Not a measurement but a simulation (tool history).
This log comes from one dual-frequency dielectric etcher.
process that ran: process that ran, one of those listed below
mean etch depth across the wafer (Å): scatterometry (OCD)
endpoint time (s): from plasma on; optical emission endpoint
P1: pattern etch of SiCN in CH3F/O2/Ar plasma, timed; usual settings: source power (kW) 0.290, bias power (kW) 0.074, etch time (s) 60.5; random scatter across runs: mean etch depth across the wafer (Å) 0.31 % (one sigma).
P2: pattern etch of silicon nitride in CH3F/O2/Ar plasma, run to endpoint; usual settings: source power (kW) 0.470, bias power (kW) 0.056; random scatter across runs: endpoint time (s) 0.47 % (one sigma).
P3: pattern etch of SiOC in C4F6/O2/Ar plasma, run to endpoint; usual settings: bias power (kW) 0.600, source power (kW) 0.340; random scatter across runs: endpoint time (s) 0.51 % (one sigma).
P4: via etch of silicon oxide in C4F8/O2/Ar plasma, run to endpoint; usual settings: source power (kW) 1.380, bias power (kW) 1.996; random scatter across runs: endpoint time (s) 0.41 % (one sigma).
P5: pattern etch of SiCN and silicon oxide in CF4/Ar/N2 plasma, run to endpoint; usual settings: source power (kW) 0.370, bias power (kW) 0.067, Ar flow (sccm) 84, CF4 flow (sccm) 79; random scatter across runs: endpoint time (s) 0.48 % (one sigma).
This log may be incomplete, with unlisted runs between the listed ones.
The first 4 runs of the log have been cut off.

run	day	process that ran	source power (kW)	bias power (kW)	etch time (s)	Ar flow (sccm)	CF4 flow (sccm)	mean etch depth across the wafer (Å)	endpoint time (s)
5	2.083	P1	0.290	0.074	41.0			141.52	
6	2.454	P5	0.370	0.067		84	98		15.1360
7	2.746	P5	0.370	0.040		84	79		18.1340
8	3.092	P1	0.290	0.104	60.5			236.45	
9	3.467	P5	0.370	0.067		115	79		16.2480
# day 3.567: wet clean of the chamber
10	3.842	P5	0.460	0.067		84	79		12.8890
11	4.350	P1	0.290	0.074	60.5			209.75	
12	4.800	P2	0.470	0.056					45.7300
13	5.254	P1	0.290	0.062	86.5			280.37	
14	5.567	P2	0.470	0.074					41.5370
15	5.896	P2	0.380	0.056					49.1600
16	6.200	P4	1.380	1.277					325.8200
17	6.562	P1	0.290	0.046	60.5			176.35	
18	6.850	P1	0.370	0.074	60.5			228.56	
19	7.125	P1	0.190	0.100	60.5			199.76	
20	7.538	P1	0.290	0.074	60.5			208.51	
21	7.950	P4	1.730	1.996					262.5600
22	8.217	P1	0.290	0.074	60.5			209.14	
23	8.742	P1	0.210	0.074	88.5			270.61	
24	9.008	P1	0.290	0.074	60.5			208.54	

The next listed run, before its measurement:
25	9.492	P1	0.290	0.074	81.5			?	

mean etch depth across the wafer (Å): 280.04
